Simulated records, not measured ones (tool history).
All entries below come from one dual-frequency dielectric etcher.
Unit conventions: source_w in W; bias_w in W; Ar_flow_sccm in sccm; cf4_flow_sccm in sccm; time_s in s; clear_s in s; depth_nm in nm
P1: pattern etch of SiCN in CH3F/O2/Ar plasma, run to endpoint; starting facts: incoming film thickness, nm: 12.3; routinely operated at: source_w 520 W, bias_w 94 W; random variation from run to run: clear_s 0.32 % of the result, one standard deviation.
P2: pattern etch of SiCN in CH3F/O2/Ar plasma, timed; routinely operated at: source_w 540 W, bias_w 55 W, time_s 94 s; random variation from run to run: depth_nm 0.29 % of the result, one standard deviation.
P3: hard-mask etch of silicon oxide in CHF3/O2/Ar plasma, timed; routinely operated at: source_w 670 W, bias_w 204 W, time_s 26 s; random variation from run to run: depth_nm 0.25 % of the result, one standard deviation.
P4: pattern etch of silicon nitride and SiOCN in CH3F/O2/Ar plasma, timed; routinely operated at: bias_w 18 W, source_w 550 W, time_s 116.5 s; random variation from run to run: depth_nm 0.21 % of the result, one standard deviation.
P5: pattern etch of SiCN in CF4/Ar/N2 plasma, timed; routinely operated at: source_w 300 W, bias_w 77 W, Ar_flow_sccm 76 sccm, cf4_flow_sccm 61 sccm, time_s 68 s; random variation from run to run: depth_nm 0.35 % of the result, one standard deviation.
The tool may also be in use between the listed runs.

| run | hour | process | source_w | bias_w | Ar_flow_sccm | cf4_flow_sccm | time_s | clear_s | depth_nm |
|---|---|---|---|---|---|---|---|---|---|
| 1 | 7.7 | P1 | 520 | 94 |  |  |  | 27.734 |  |
| 2 | 13.3 | P5 | 380 | 77 | 76 | 61 | 68 |  | 52.364 |
| 3 | 18.9 | P1 | 520 | 94 |  |  |  | 27.525 |  |
| 4 | 27.1 | P4 | 550 | 12 |  |  | 116.5 |  | 13.684 |
| 5 | 31.5 | P3 | 670 | 204 |  |  | 26 |  | 55.056 |
| 6 | 36.3 | P1 | 520 | 59 |  |  |  | 32.65 |  |
| 7 | 42.5 | P1 | 520 | 94 |  |  |  | 27.645 |  |
| 8 | 49.1 | P4 | 550 | 18 |  |  | 171.5 |  | 23.524 |
| 9 | 53.2 | P5 | 300 | 77 | 76 | 81 | 68 |  | 44.328 |
| 10 | 61.8 | P1 | 360 | 124 |  |  |  | 28.356 |  |
| 11 | 68.8 | P1 | 430 | 113 |  |  |  | 27.701 |  |
| 12 | 72.6 | P5 | 300 | 77 | 76 | 61 | 68 |  | 42.616 |
| 13 | 79.7 | P4 | 550 | 18 |  |  | 116.5 |  | 15.995 |
| 14 | 87.4 | P2 | 540 | 55 |  |  | 94 |  | 35.543 |
| 15 | 95.9 | P3 | 430 | 204 |  |  | 26 |  | 46.614 |
| 16 | 100.6 | P2 | 670 | 55 |  |  | 94 |  | 38.593 |
| 17 | 109.2 | P1 | 330 | 94 |  |  |  | 32.663 |  |
| 18 | 114.7 | P5 | 300 | 105 | 76 | 61 | 68 |  | 47.932 |
| 19 | 121.3 | P3 | 670 | 159 |  |  | 26 |  | 50.472 |
| 20 | 125.1 | P5 | 300 | 77 | 76 | 61 | 40.5 |  | 25.26 |
| 21 | 128.8 | P3 | 670 | 204 |  |  | 26 |  | 54.916 |
| 22 | 133.8 | P4 | 690 | 18 |  |  | 116.5 |  | 17.404 |
| 23 | 140 | P2 | 540 | 55 |  |  | 54 |  | 20.479 |
| 24 | 148.7 | P1 | 700 | 94 |  |  |  | 24.68 |  |
| 25 | 154.3 | P5 | 300 | 77 | 100 | 61 | 68 |  | 40.87 |
| 26 | 162.7 | P3 | 670 | 204 |  |  | 38.5 |  | 81.617 |
| 27 | 168.8 | P1 | 520 | 94 |  |  |  | 27.424 |  |
| 28 | 176.1 | P2 | 540 | 77 |  |  | 94 |  | 39.845 |
| 29 | 182 | P1 | 520 | 114 |  |  |  | 25.844 |  |
| 30 | 187.7 | P1 | 520 | 94 |  |  |  | 27.571 |  |
| 31 | 192.9 | P1 | 520 | 94 |  |  |  | 27.732 |  |
| 32 | 198.1 | P1 | 520 | 94 |  |  |  | 27.769 |  |
| 33 | 203.7 | P1 | 520 | 94 |  |  |  | 27.962 |  |
| 34 | 208.8 | P1 | 520 | 94 |  |  |  | 28.103 |  |
| 35 | 213.6 | P1 | 520 | 94 |  |  |  | 28.057 |  |
| 36 | 217.7 | P1 | 520 | 94 |  |  |  | 27.992 |  |
|  | 218.8 | wet clean of the chamber |
| 37 | 225.1 | P1 | 520 | 94 |  |  |  | 28.123 |  |
| 38 | 230.3 | P1 | 520 | 94 |  |  |  | 27.958 |  |
| 39 | 237.3 | P1 | 520 | 94 |  |  |  | 28.086 |  |
| 40 | 242.9 | P1 | 520 | 94 |  |  |  | 28.014 |  |

P1 no longer gives what it gave before; its output has crept away from where it was. The following 2 causes, each at its listed size, fit the log equally well:
A: source power that arrives under what is set, % = 4.2
B: bias power that arrives under what is set, % = 4.28
Onset of the creep was near hour 187.7.
Every other cause this tool's parts could produce, and why it does not fit the log:
chamber walls in a state that lowers the etch rate, %: work on it at hour 218.8, done after the drift set in, did not restore what the process gave before

Consider the 4 check runs below, whose results appear as question marks and each of which averages 2 wafers. Which one distinguishes the causes, in that each cause would give it a clearly different result?
| check 1 | 248.5 | P2 | 540 | 70 |  |  | 54.5 |  | ? |
| check 2 | 248.5 | P4 | 550 | 13 |  |  | 153.5 |  | ? |
| check 3 | 248.5 | P3 | 450 | 204 |  |  | 35.5 |  | ? |
| check 4 | 248.5 | P5 | 300 | 77 | 76 | 61 | 54.5 |  | ? |

If the cause were each of the candidates in turn, the checks would give the following:
| check | result | if A | if B |
|---|---|---|---|
| check 1 | depth_nm | 22.022 | 22.051 |
| check 2 | depth_nm | 18.231 | 18.224 |
| check 3 | depth_nm | 63.666 | 63.723 |
| check 4 | depth_nm | 32.945 | 33.683 |
Per check, the gap between the least separated pair of causes, taken in the result that splits them most: check 1 0.13 %; check 2 0.04 %; check 3 0.09 %; check 4 2.21 %
Check 4 distinguishes between the causes, while the remaining checks would return nearly the same result for all of them.

Running check 4 produced the following: depth_nm 32.868 nm. Which one of the listed causes fits?

It was cause A: source power that arrives under what is set, %.
